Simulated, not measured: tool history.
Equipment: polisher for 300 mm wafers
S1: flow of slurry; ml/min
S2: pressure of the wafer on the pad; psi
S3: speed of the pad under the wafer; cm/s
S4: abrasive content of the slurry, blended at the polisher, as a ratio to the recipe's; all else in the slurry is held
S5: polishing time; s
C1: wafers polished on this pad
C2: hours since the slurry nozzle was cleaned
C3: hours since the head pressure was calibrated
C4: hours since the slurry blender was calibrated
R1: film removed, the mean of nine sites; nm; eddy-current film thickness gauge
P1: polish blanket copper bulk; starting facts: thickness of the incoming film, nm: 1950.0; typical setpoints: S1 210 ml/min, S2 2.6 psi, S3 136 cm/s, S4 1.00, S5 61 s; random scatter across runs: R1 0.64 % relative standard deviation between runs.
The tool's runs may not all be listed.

{"run": 1, "hour": 11.1, "S1": 210, "S2": 2.6, "S3": 136, "S4": 1.0, "S5": 61, "C1": 223, "C2": 359.9, "C3": 188.6, "C4": 82.2, "R1": 700.43}
{"run": 2, "hour": 17.9, "S1": 210, "S2": 2.6, "S3": 136, "S4": 1.0, "S5": 61, "C1": 265, "C2": 366.7, "C3": 195.4, "C4": 89.0, "R1": 693.22}
{"hour": 21.5, "done": "slurry nozzle cleaned"}
{"run": 3, "hour": 31.9, "S1": 210, "S2": 2.6, "S3": 136, "S4": 1.0, "S5": 61, "C1": 352, "C2": 10.4, "C3": 209.4, "C4": 103.0, "R1": 702.96}
{"run": 4, "hour": 41.1, "S1": 125, "S2": 2.6, "S3": 136, "S4": 1.0, "S5": 61, "C1": 409, "C2": 19.6, "C3": 218.6, "C4": 112.2, "R1": 639.3}
{"run": 5, "hour": 53.3, "S1": 210, "S2": 2.6, "S3": 136, "S4": 1.0, "S5": 61, "C1": 485, "C2": 31.8, "C3": 230.8, "C4": 124.4, "R1": 699.98}
{"run": 6, "hour": 66.8, "S1": 335, "S2": 2.6, "S3": 136, "S4": 1.0, "S5": 61, "C1": 569, "C2": 45.3, "C3": 244.3, "C4": 137.9, "R1": 737.17}
{"run": 7, "hour": 73.3, "S1": 210, "S2": 2.6, "S3": 136, "S4": 0.65, "S5": 77, "C1": 609, "C2": 51.8, "C3": 250.8, "C4": 144.4, "R1": 808.95}
{"hour": 77.7, "done": "slurry blender recalibrated"}
{"run": 8, "hour": 85.2, "S1": 210, "S2": 2.6, "S3": 136, "S4": 1.0, "S5": 61, "C1": 683, "C2": 63.7, "C3": 262.7, "C4": 7.5, "R1": 696.91}
{"run": 9, "hour": 97.8, "S1": 210, "S2": 2.6, "S3": 136, "S4": 1.0, "S5": 92, "C1": 761, "C2": 76.3, "C3": 275.3, "C4": 20.1, "R1": 1049.0}
{"run": 10, "hour": 111.2, "S1": 210, "S2": 2.6, "S3": 184, "S4": 1.45, "S5": 61, "C1": 844, "C2": 89.7, "C3": 288.7, "C4": 33.5, "R1": 1023.8}
{"run": 11, "hour": 117.5, "S1": 210, "S2": 3.9, "S3": 136, "S4": 1.0, "S5": 61, "C1": 883, "C2": 96.0, "C3": 295.0, "C4": 39.8, "R1": 1041.4}
{"run": 12, "hour": 124.9, "S1": 210, "S2": 2.6, "S3": 136, "S4": 1.0, "S5": 61, "C1": 929, "C2": 103.4, "C3": 302.4, "C4": 47.2, "R1": 695.37}
{"run": 13, "hour": 132.1, "S1": 210, "S2": 1.8, "S3": 136, "S4": 1.0, "S5": 61, "C1": 974, "C2": 110.6, "C3": 309.6, "C4": 54.4, "R1": 478.2}
{"hour": 133.9, "done": "worn pad replaced by a new one"}
{"run": 14, "hour": 143.0, "S1": 210, "S2": 2.6, "S3": 74, "S4": 1.0, "S5": 61, "C1": 56, "C2": 121.5, "C3": 320.5, "C4": 65.3, "R1": 379.07}
{"run": 15, "hour": 153.4, "S1": 210, "S2": 2.6, "S3": 136, "S4": 1.5, "S5": 61, "C1": 121, "C2": 131.9, "C3": 330.9, "C4": 75.7, "R1": 753.17}
{"run": 16, "hour": 167.7, "S1": 210, "S2": 2.6, "S3": 136, "S4": 1.0, "S5": 44, "C1": 210, "C2": 146.2, "C3": 345.2, "C4": 90.0, "R1": 504.07}
{"run": 17, "hour": 180.6, "S1": 210, "S2": 2.6, "S3": 208, "S4": 1.0, "S5": 61, "C1": 290, "C2": 159.1, "C3": 358.1, "C4": 102.9, "R1": 1081.4}
{"run": 18, "hour": 187.3, "S1": 210, "S2": 2.6, "S3": 136, "S4": 0.6, "S5": 61, "C1": 331, "C2": 165.8, "C3": 364.8, "C4": 109.6, "R1": 625.7}
{"run": 19, "hour": 201.6, "S1": 125, "S2": 2.6, "S3": 94, "S4": 1.0, "S5": 61, "C1": 420, "C2": 180.1, "C3": 379.1, "C4": 123.9, "R1": 442.84}
{"run": 20, "hour": 209.2, "S1": 210, "S2": 2.6, "S3": 136, "S4": 1.0, "S5": 61, "C1": 467, "C2": 187.7, "C3": 386.7, "C4": 131.5, "R1": 697.36}

Predict the results of run 21:
{"run": 21, "hour": 217.7, "S1": 210, "S2": 2.6, "S3": 136, "S4": 1.0, "S5": 61, "C1": 520, "C2": 196.2, "C3": 395.2, "C4": 140.0, "R1": "?"}

R1: 693.39 nm
